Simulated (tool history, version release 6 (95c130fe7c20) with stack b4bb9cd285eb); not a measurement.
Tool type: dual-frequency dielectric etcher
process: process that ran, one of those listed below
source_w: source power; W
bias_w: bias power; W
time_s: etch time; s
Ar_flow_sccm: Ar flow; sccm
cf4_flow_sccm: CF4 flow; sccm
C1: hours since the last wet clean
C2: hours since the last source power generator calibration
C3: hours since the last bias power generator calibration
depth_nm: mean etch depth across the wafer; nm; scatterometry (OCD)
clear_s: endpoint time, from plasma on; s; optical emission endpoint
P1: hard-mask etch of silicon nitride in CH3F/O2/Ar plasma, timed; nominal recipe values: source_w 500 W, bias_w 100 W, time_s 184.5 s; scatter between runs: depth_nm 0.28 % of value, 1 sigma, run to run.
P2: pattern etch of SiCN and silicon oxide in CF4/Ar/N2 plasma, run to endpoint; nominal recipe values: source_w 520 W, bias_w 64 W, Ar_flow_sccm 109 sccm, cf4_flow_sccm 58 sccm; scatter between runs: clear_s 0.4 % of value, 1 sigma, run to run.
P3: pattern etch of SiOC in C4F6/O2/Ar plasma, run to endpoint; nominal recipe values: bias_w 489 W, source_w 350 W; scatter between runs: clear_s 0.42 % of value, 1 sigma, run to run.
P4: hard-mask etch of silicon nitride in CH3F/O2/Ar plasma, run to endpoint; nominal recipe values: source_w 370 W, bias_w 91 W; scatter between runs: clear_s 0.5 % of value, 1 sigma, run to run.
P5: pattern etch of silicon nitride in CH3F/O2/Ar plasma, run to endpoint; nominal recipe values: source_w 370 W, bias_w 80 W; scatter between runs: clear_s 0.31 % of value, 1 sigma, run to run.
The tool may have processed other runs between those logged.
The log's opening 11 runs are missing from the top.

Run 12, hour 140.2: process P4, source_w 370 W, bias_w 118 W; C1 384.4; C2 1666.9; C3 1658.8. Result: clear_s 68.895 s.
At hour 151.6: wet clean of the chamber.
Run 13, hour 152.6: process P4, source_w 370 W, bias_w 91 W; C1 1.1; C2 1679.3; C3 1671.2. Result: clear_s 76.015 s.
Run 14, hour 160.6: process P4, source_w 240 W, bias_w 91 W; C1 9.1; C2 1687.3; C3 1679.2. Result: clear_s 88.702 s.
Run 15, hour 167.8: process P1, source_w 500 W, bias_w 100 W, time_s 184.5 s; C1 16.3; C2 1694.5; C3 1686.4. Result: depth_nm 155.44 nm.
Run 16, hour 176.3: process P1, source_w 500 W, bias_w 100 W, time_s 184.5 s; C1 24.8; C2 1703; C3 1694.9. Result: depth_nm 154.84 nm.
Run 17, hour 188.6: process P2, source_w 520 W, bias_w 40 W, Ar_flow_sccm 109 sccm, cf4_flow_sccm 58 sccm; C1 37.1; C2 1715.3; C3 1707.2. Result: clear_s 21.587 s.
Run 18, hour 197.2: process P5, source_w 370 W, bias_w 80 W; C1 45.7; C2 1723.9; C3 1715.8. Result: clear_s 51.338 s.
Run 19, hour 204.6: process P1, source_w 500 W, bias_w 100 W, time_s 184.5 s; C1 53.1; C2 1731.3; C3 1723.2. Result: depth_nm 155 nm.
Run 20, hour 218.6: process P1, source_w 500 W, bias_w 100 W, time_s 184.5 s; C1 67.1; C2 1745.3; C3 1737.2. Result: depth_nm 155.3 nm.
Run 21, hour 227.3: process P1, source_w 500 W, bias_w 67 W, time_s 184.5 s; C1 75.8; C2 1754; C3 1745.9. Result: depth_nm 134.97 nm.
Run 22, hour 239: process P2, source_w 520 W, bias_w 64 W, Ar_flow_sccm 109 sccm, cf4_flow_sccm 58 sccm; C1 87.5; C2 1765.7; C3 1757.6. Result: clear_s 18.612 s.
Run 23, hour 254.9: process P3, source_w 350 W, bias_w 329 W; C1 103.4; C2 1781.6; C3 1773.5. Result: clear_s 17.823 s.
Run 24, hour 266: process P2, source_w 520 W, bias_w 64 W, Ar_flow_sccm 81 sccm, cf4_flow_sccm 58 sccm; C1 114.5; C2 1792.7; C3 1784.6. Result: clear_s 17.827 s.
Run 25, hour 279.4: process P1, source_w 370 W, bias_w 100 W, time_s 184.5 s; C1 127.9; C2 1806.1; C3 1798. Result: depth_nm 138.7 nm.
Run 26, hour 293: process P5, source_w 370 W, bias_w 80 W; C1 141.5; C2 1819.7; C3 1811.6. Result: clear_s 51.294 s.
Run 27, hour 307.6: process P2, source_w 520 W, bias_w 64 W, Ar_flow_sccm 109 sccm, cf4_flow_sccm 34 sccm; C1 156.1; C2 1834.3; C3 1826.2. Result: clear_s 20.398 s.
Run 28, hour 321.2: process P5, source_w 470 W, bias_w 80 W; C1 169.7; C2 1847.9; C3 1839.8. Result: clear_s 47.015 s.
Run 29, hour 328.9: process P1, source_w 610 W, bias_w 100 W, time_s 134.5 s; C1 177.4; C2 1855.6; C3 1847.5. Result: depth_nm 122.29 nm.
Run 30, hour 344.3: process P1, source_w 500 W, bias_w 100 W, time_s 184.5 s; C1 192.8; C2 1871; C3 1862.9. Result: depth_nm 155 nm.
Run 31, hour 355.8: process P1, source_w 500 W, bias_w 100 W, time_s 184.5 s; C1 204.3; C2 1882.5; C3 1874.4. Result: depth_nm 155.59 nm.

Run 32 is up next; what results do you expect?
Run 32, hour 366.5: process P1, source_w 500 W, bias_w 100 W, time_s 184.5 s; C1 215; C2 1893.2; C3 1885.1. Result: depth_nm ?.

{"run 32": {"depth_nm": 156.43}}
